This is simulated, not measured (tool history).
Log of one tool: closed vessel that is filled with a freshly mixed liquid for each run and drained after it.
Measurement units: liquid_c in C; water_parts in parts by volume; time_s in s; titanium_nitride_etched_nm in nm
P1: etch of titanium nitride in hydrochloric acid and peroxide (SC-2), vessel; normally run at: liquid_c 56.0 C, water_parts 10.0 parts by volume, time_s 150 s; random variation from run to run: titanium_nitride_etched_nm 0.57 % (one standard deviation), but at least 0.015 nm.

run,hour,liquid_c,water_parts,time_s,titanium_nitride_etched_nm
1,6.6,56.0,10.0,150,4.3976
2,13.6,69.0,6.5,150,13.9410
3,22.4,40.5,10.0,150,1.5460
4,35.4,56.0,10.0,150,4.3891
5,44.8,56.0,10.0,150,4.3840
6,56.5,56.0,10.0,255,7.4911
7,67.9,56.0,10.0,30,0.8952
8,76.2,56.0,10.0,150,4.4440
9,84.1,56.0,10.0,150,4.4162
10,90.4,70.5,10.0,150,10.8410
# hour 98.0: thermometer replaced
11,101.7,56.0,4.0,150,8.9010
12,115.4,56.0,17.5,150,2.7431
13,125.1,56.0,10.0,150,4.3978
14,138.0,56.0,10.0,150,4.4257
15,148.2,56.0,10.0,150,4.4963
16,162.6,56.0,10.0,150,4.6431
17,174.1,56.0,10.0,150,4.7030
18,181.9,56.0,10.0,150,4.7061
19,193.0,56.0,10.0,150,4.7924
20,207.3,56.0,10.0,150,4.8132

What does the tool deliver on the next run?
21,218.4,56.0,10.0,150,?

{"run 21": {"titanium_nitride_etched_nm": 4.7949}}
